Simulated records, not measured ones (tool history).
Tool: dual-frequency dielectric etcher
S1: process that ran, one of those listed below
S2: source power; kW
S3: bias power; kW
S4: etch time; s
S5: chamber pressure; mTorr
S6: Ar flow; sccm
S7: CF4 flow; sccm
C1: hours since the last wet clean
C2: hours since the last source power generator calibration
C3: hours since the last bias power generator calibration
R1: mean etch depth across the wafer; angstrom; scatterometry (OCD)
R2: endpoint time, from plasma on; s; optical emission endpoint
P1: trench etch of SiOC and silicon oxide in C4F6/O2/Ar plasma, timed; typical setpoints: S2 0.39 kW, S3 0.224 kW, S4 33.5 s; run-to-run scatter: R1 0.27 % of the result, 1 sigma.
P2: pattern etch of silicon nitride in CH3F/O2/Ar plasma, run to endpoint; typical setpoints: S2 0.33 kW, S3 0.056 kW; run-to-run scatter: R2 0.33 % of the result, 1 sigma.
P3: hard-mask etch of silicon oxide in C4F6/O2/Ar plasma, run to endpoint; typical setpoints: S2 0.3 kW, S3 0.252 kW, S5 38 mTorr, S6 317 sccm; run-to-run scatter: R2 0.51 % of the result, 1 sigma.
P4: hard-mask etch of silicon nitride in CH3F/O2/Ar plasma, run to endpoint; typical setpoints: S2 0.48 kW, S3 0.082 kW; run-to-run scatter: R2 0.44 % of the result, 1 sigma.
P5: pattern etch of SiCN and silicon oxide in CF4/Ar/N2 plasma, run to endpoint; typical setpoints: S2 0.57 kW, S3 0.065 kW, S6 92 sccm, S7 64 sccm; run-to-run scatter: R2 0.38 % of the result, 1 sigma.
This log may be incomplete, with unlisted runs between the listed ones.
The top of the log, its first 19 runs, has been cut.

run   hour  S1    S2     S3    S4  S5   S6  S7     C1      C2      C3      R1      R2
 20  144.7  P5  0.57  0.087             92  64  231.2  1120.8  1064.9           10.81
 21  151.1  P4  0.68  0.082                     237.6  1127.2  1071.3          62.307
 22  158.7  P1  0.39  0.224  33.5               245.2  1134.8  1078.9  716.34
 23  164.3  P1  0.46   0.27  33.5               250.8  1140.4  1084.5  807.13
 24  174.1  P2  0.33  0.056                     260.6  1150.2  1094.3          87.463
 25    180  P1  0.39  0.224  33.5               266.5  1156.1  1100.2  710.09
 26  187.6  P1  0.39  0.273  33.5               274.1  1163.7  1107.8  762.01
 27  194.1  P1  0.39  0.224  33.5               280.6  1170.2  1114.3  711.49
     195.8  -- wet clean of the chamber
 28  198.6  P3   0.3  0.147        38  317        2.9  1174.7  1118.8          66.642
 29  203.5  P1  0.39  0.308    22                 7.8  1179.6  1123.7  520.13
 30  209.4  P1  0.52  0.224  33.5                13.7  1185.5  1129.6  795.78
 31  214.4  P4  0.48  0.049                      18.7  1190.5  1134.6          84.715
 32  219.6  P5  0.57  0.065             57  64   23.9  1195.7  1139.8          11.085
 33  227.2  P3   0.3  0.252        31  317       31.5  1203.3  1147.4          54.459
 34    235  P1  0.39  0.224  33.5                39.3  1211.1  1155.2  709.89
 35  244.9  P1  0.39  0.224  33.5                49.2    1221  1165.1  716.88
 36  249.5  P1  0.39  0.224  33.5                53.8  1225.6  1169.7  716.71
 37  255.3  P1  0.39  0.224  33.5                59.6  1231.4  1175.5  720.01
 38  260.1  P1  0.39  0.224  33.5                64.4  1236.2  1180.3  722.85

Estimate the outcome of run 39 from the log above:
 39  267.8  P1  0.39  0.224  33.5              72.1  1243.9  1188   ?

{"run 39": {"R1": 723.44}}
